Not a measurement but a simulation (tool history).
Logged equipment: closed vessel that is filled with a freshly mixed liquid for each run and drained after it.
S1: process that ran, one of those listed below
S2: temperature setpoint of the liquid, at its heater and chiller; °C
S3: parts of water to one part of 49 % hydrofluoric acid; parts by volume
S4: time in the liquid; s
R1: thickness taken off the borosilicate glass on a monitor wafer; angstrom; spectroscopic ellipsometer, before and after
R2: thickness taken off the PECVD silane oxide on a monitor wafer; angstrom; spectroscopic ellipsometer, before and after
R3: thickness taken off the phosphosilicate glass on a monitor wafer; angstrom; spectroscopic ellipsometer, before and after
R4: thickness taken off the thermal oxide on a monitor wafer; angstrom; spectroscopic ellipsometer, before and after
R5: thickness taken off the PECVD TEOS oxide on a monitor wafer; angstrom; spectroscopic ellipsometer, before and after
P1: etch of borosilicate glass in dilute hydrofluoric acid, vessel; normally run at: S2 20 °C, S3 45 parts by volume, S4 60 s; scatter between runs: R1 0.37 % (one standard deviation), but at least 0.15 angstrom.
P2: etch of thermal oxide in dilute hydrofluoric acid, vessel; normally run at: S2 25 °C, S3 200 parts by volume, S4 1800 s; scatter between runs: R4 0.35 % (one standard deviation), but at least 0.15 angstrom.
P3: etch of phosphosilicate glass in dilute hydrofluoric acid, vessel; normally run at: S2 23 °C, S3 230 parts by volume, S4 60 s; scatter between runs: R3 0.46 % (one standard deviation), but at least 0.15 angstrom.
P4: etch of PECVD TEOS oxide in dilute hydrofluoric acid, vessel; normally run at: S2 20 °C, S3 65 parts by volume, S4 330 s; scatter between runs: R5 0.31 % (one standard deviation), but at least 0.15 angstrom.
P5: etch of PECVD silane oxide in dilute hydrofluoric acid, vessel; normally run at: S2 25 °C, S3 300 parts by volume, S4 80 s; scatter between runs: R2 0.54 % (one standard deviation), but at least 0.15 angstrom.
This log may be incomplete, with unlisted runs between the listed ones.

run,hour,S1,S2,S3,S4,R1,R2,R3,R4,R5
1,6.5,P1,20,45,60,311.75,,,,
2,11.7,P5,25,300,80,,87.582,,,
3,20.2,P5,25,300,155,,172.46,,,
4,25.8,P3,23,230,30,,,175.61,,
5,32.2,P1,20,60,30,114.36,,,,
6,39.1,P2,25,200,270,,,,61.594,
7,47.2,P1,20,45,60,309.98,,,,
8,53,P1,20,20,60,722.61,,,,
9,61.7,P1,17,45,60,273.79,,,,
10,71.5,P1,20,45,105,546.07,,,,
11,80.5,P1,20,45,60,313.36,,,,
12,90.3,P4,17,65,330,,,,,420.23
13,99.6,P4,20,65,330,,,,,479.51
14,107.2,P1,20,45,30,155.41,,,,
15,116.8,P3,23,230,60,,,351.19,,
16,123,P2,25,200,1800,,,,411.86,
17,129.8,P5,17.5,300,80,,67.717,,,
18,138,P3,18,230,60,,,289.35,,
19,145.3,P1,25,45,30,192.58,,,,
20,154.5,P2,25,200,1800,,,,412.72,
21,163.1,P1,20,45,60,310.95,,,,
22,172.7,P1,26.5,45,60,407.42,,,,
23,179.9,P2,25,295,1800,,,,253.29,
24,187,P3,23,60,60,,,1620.7,,
25,191.7,P5,25,70,80,,493.41,,,
26,201,P3,23,230,60,,,349.19,,
27,207.6,P4,20,65,610,,,,,882.6
28,214.4,P4,20,20,330,,,,,1633.4
29,220.3,P1,20,65,60,211.57,,,,
30,227.8,P2,33.5,200,1800,,,,551.36,
31,232.5,P1,20,45,60,312.16,,,,
32,242.4,P1,20,45,60,302.87,,,,
33,249.3,P1,20,45,60,298.07,,,,
34,256.5,P1,20,45,60,295.68,,,,
35,261.4,P1,20,45,60,293.6,,,,
36,266.3,P1,20,45,60,292.99,,,,
37,273.1,P1,20,45,60,289.86,,,,
38,282.5,P1,20,45,60,290.97,,,,
39,291.5,P1,20,45,60,288.14,,,,
40,298.3,P1,20,45,60,290.89,,,,
41,305.4,P1,20,45,60,288.35,,,,
42,309.8,P1,20,45,60,288.77,,,,

The output of P1 has drifted from where it used to be. Each of the 2 causes below, taken at the size shown beside it, accounts for the log equally well:
A: hydrofluoric acid flow below the setpoint (%) = 7.19
B: liquid colder than its thermometer reads (K) = 1.84
The gradual shift began around hour 232.5.

4 check runs are offered, one wafer each, their results left as question marks. Which one tells the causes apart?
check 1,314.2,P2,31.5,200,565,,,,?,
check 2,314.2,P4,20,25,585,,,,,?
check 3,314.2,P3,23,60,60,,,?,,
check 4,314.2,P5,17.5,90,80,,?,,,

How each check would come out, cause by cause:
check,result,if A,if B
check 1,R4,148.08,152.72
check 2,R5,2142.3,2135.7
check 3,R3,1500.9,1507.3
check 4,R2,252.94,253.86
Separation of the two closest causes in each check, using whichever result separates them best: check 1 3.09 %; check 2 0.31 %; check 3 0.42 %; check 4 0.36 %
The causes can be told apart only by check 1. The other checks would give nearly the same results under each of them.

Check 1 was carried out, with these results: R4 148.62 angstrom. Which of the listed causes is responsible?

Of the candidate causes, it is A: hydrofluoric acid flow below the setpoint (%).
